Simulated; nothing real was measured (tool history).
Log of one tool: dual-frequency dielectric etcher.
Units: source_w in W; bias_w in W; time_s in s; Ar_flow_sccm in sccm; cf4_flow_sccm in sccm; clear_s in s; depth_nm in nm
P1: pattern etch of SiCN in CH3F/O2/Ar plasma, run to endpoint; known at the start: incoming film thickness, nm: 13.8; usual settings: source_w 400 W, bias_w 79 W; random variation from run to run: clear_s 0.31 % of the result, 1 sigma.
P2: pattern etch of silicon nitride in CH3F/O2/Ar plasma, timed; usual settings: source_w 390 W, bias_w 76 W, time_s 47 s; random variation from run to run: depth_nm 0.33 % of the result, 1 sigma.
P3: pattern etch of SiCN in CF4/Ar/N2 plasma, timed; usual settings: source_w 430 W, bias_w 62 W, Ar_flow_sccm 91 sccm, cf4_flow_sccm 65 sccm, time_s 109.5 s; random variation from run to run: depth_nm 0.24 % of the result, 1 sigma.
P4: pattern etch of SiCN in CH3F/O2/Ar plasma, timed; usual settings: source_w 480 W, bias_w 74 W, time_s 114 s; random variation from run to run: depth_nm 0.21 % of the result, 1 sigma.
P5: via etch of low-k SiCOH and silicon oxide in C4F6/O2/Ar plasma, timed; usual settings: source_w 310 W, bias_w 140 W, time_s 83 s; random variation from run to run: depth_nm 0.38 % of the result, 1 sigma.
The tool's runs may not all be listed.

run   hour  process  source_w  bias_w  time_s  Ar_flow_sccm  cf4_flow_sccm  hours since the last wet clean  hours since the last source power generator calibration  hours since the last bias power generator calibration  clear_s  depth_nm
  1   16.8       P1       400      79                                                                105.7                                                    931.1                                                    973   34.792
  2   29.8       P2       390      76      47                                                        118.7                                                    944.1                                                    986             33.867
  3   37.8       P3       430      62   109.5            91             65                           126.7                                                    952.1                                                    994             86.247
  4   49.6       P2       390      76      29                                                        138.5                                                    963.9                                                 1005.8             20.893
  5   58.3       P1       300      79                                                                147.2                                                    972.6                                                 1014.5   39.041
  6   71.6       P1       330     107                                                                160.5                                                    985.9                                                 1027.8   33.657
  7   86.9       P1       400      79                                                                175.8                                                   1001.2                                                 1043.1   34.898
  8   99.4       P4       480      74     114                                                        188.3                                                   1013.7                                                 1055.6             46.315
  9  112.9       P3       430      46   109.5            91             65                           201.8                                                   1027.2                                                 1069.1             78.514
 10  127.1       P1       400     106                                                                  216                                                   1041.4                                                 1083.3   31.252
 11  135.5       P3       430      62     154            91             65                           224.4                                                   1049.8                                                 1091.7             121.15
 12  143.2       P1       400      79                                                                232.1                                                   1057.5                                                 1099.4     34.9
 13  153.9       P3       430      62   109.5            91             53                           242.8                                                   1068.2                                                 1110.1             83.873
 14  163.1       P1       400      79                                                                  252                                                   1077.4                                                 1119.3   34.915
 15  178.6       P4       360      74     114                                                        267.5                                                   1092.9                                                 1134.8              41.63
 16  189.7       P1       400      79                                                                278.6                                                     1104                                                 1145.9    34.83
 17  203.4       P5       310     140      63                                                        292.3                                                   1117.7                                                 1159.6              149.9
 18  215.2       P1       400      60                                                                304.1                                                   1129.5                                                 1171.4   38.582
 19  222.6       P2       390     105      47                                                        311.5                                                   1136.9                                                 1178.8             38.081
 20  232.4       P4       480      74     160                                                        321.3                                                   1146.7                                                 1188.6              65.22
 21  246.5       P5       310     168      83                                                        335.4                                                   1160.8                                                 1202.7             209.45
 22  255.4       P1       560      79                                                                344.3                                                   1169.7                                                 1211.6    30.87
 23  268.8       P2       530      76      47                                                        357.7                                                   1183.1                                                   1225             38.031
 24  282.6       P5       180     140      83                                                        371.5                                                   1196.9                                                 1238.8             160.23
 25  296.3       P3       570      62   109.5            91             65                           385.2                                                   1210.6                                                 1252.5              110.7
 26  310.7       P1       400      79                                                                399.6                                                     1225                                                 1266.9   35.082
 27  319.3       P4       480      91     114                                                        408.2                                                   1233.6                                                 1275.5              49.97
 28  331.5       P1       400      79                                                                420.4                                                   1245.8                                                 1287.7   35.067
 29  344.1       P1       470      63                                                                  433                                                   1258.4                                                 1300.3   35.721
 30  352.4       P5       310     140      83                                                        441.3                                                   1266.7                                                 1308.6             199.23
 31  365.1       P3       430      62   109.5            66             65                             454                                                   1279.4                                                 1321.3             90.699
 32  373.5       P1       400      79                                                                462.4                                                   1287.8                                                 1329.7   35.053
 33    390       P1       400      79                                                                478.9                                                   1304.3                                                 1346.2   34.788
 34  400.3       P1       400      79                                                                489.2                                                   1314.6                                                 1356.5   34.621
 35  413.8       P1       400      79                                                                502.7                                                   1328.1                                                   1370   34.521
 36  426.7       P1       400      79                                                                515.6                                                     1341                                                 1382.9   34.679
     426.8  -- wet clean of the chamber
 37  434.4       P1       400      79                                                                  7.7                                                   1348.7                                                 1390.6   34.548
 38  446.8       P1       400      79                                                                 20.1                                                   1361.1                                                   1403   34.491
 39  457.6       P1       400      79                                                                 30.9                                                   1371.9                                                 1413.8   34.397
 40  470.8       P1       400      79                                                                 44.1                                                   1385.1                                                   1427   34.421
 41  484.5       P1       400      79                                                                 57.8                                                   1398.8                                                 1440.7     34.5
 42    498       P1       400      79                                                                 71.3                                                   1412.3                                                 1454.2   34.362

What P1 gives has crept away from where it was. These 2 causes fit the log equally well, each at the size given:
A: source power that arrives over what is set, % = 4.22
B: bias power that arrives over what is set, % = 4.36
The creep began at about hour 373.5.
Why every other cause is out:
chamber walls in a state that raises the etch rate, %: serviced at hour 426.8, which brought nothing back

4 check runs are offered, one wafer each, their results left as question marks. Which one tells the causes apart?
check 1  511.5       P3       430      62   109.5            71             65                                                                                                                                                                  ?
check 2  511.5       P2       390     105      47                                                                                                                                                                                               ?
check 3  511.5       P4       480      88   136.5                                                                                                                                                                                               ?
check 4  511.5       P5       210     140      83                                                                                                                                                                                               ?

What each check would give under each cause:
  check    result    if A    if B
check 1  depth_nm  93.081  90.986
check 2  depth_nm  38.684  38.705
check 3  depth_nm  59.935  59.945
check 4  depth_nm  172.83  172.37
How far apart the two closest causes lie, in the result that separates them most: check 1 2.28 %; check 2 0.05 %; check 3 0.02 %; check 4 0.27 %
Check 1 tells the causes apart: in the others they would give nearly the same result.

Then check 1 was run and gave: depth_nm 92.86 nm. Which cause is it?

It is A: source power that arrives over what is set, %.

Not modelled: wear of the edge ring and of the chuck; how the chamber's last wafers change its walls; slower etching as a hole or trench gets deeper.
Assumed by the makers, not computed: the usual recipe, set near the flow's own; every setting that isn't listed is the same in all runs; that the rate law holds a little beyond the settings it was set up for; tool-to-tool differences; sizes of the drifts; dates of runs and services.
